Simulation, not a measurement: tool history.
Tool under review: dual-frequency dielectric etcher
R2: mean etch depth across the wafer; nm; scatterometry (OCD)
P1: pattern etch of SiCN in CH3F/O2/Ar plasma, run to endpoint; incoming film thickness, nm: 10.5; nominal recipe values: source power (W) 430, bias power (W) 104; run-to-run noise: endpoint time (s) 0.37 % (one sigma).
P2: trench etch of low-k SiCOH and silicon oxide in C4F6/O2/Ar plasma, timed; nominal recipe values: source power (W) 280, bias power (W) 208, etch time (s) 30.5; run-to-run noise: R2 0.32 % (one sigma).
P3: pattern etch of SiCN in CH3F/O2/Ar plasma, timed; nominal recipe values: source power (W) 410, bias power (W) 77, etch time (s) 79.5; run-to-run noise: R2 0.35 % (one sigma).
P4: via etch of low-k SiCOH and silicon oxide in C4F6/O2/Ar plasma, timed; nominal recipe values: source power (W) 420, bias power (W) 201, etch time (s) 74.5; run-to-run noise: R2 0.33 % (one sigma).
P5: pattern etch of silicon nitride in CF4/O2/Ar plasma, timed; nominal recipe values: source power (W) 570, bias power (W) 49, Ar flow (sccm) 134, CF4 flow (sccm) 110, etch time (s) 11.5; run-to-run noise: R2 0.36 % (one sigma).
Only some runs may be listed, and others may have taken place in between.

run 1 hour=6.5 | process_that_ran=P1 source_power_(W)=430 bias_power_(W)=104 | endpoint_time_(s)=24.446
run 2 hour=15.4 | process_that_ran=P2 source_power_(W)=280 bias_power_(W)=208 etch_time_(s)=17.0 | R2=48.373
run 3 hour=23.6 | process_that_ran=P1 source_power_(W)=340 bias_power_(W)=144 | endpoint_time_(s)=23.416
run 4 hour=30.8 | process_that_ran=P1 source_power_(W)=430 bias_power_(W)=104 | endpoint_time_(s)=24.599
run 5 hour=37.2 | process_that_ran=P3 source_power_(W)=410 bias_power_(W)=77 etch_time_(s)=79.5 | R2=30.558
run 6 hour=43.1 | process_that_ran=P5 source_power_(W)=570 bias_power_(W)=35 etch_time_(s)=11.5 Ar_flow_(sccm)=134 CF4_flow_(sccm)=110 | R2=21.848
run 7 hour=51.0 | process_that_ran=P1 source_power_(W)=430 bias_power_(W)=104 | endpoint_time_(s)=24.336
run 8 hour=58.7 | process_that_ran=P2 source_power_(W)=280 bias_power_(W)=208 etch_time_(s)=30.5 | R2=87.419
run 9 hour=65.5 | process_that_ran=P3 source_power_(W)=290 bias_power_(W)=77 etch_time_(s)=79.5 | R2=26.564
run 10 hour=76.1 | process_that_ran=P1 source_power_(W)=250 bias_power_(W)=104 | endpoint_time_(s)=29.926
run 11 hour=85.8 | process_that_ran=P1 source_power_(W)=430 bias_power_(W)=129 | endpoint_time_(s)=22.473
-- hour=89.3 bias power generator calibrated
run 12 hour=95.9 | process_that_ran=P1 source_power_(W)=430 bias_power_(W)=104 | endpoint_time_(s)=24.282
run 13 hour=104.3 | process_that_ran=P5 source_power_(W)=450 bias_power_(W)=49 etch_time_(s)=11.5 Ar_flow_(sccm)=134 CF4_flow_(sccm)=110 | R2=20.064
run 14 hour=112.4 | process_that_ran=P3 source_power_(W)=410 bias_power_(W)=105 etch_time_(s)=79.5 | R2=34.062
run 15 hour=117.6 | process_that_ran=P5 source_power_(W)=570 bias_power_(W)=49 etch_time_(s)=11.5 Ar_flow_(sccm)=134 CF4_flow_(sccm)=110 | R2=24.610
run 16 hour=124.9 | process_that_ran=P4 source_power_(W)=310 bias_power_(W)=201 etch_time_(s)=74.5 | R2=194.930
run 17 hour=135.3 | process_that_ran=P5 source_power_(W)=570 bias_power_(W)=49 etch_time_(s)=11.5 Ar_flow_(sccm)=134 CF4_flow_(sccm)=110 | R2=24.599
run 18 hour=142.9 | process_that_ran=P2 source_power_(W)=200 bias_power_(W)=208 etch_time_(s)=30.5 | R2=76.080
run 19 hour=152.1 | process_that_ran=P5 source_power_(W)=570 bias_power_(W)=49 etch_time_(s)=15.0 Ar_flow_(sccm)=134 CF4_flow_(sccm)=110 | R2=32.107
run 20 hour=158.1 | process_that_ran=P4 source_power_(W)=420 bias_power_(W)=201 etch_time_(s)=54.5 | R2=159.490
run 21 hour=166.6 | process_that_ran=P1 source_power_(W)=430 bias_power_(W)=104 | endpoint_time_(s)=24.359
run 22 hour=173.1 | process_that_ran=P4 source_power_(W)=420 bias_power_(W)=201 etch_time_(s)=74.5 | R2=219.500

Forecast run 23:
run 23 hour=179.4 | process_that_ran=P1 source_power_(W)=550 bias_power_(W)=87 | endpoint_time_(s)=?

{"run 23": {"endpoint time (s)": 23.894}}

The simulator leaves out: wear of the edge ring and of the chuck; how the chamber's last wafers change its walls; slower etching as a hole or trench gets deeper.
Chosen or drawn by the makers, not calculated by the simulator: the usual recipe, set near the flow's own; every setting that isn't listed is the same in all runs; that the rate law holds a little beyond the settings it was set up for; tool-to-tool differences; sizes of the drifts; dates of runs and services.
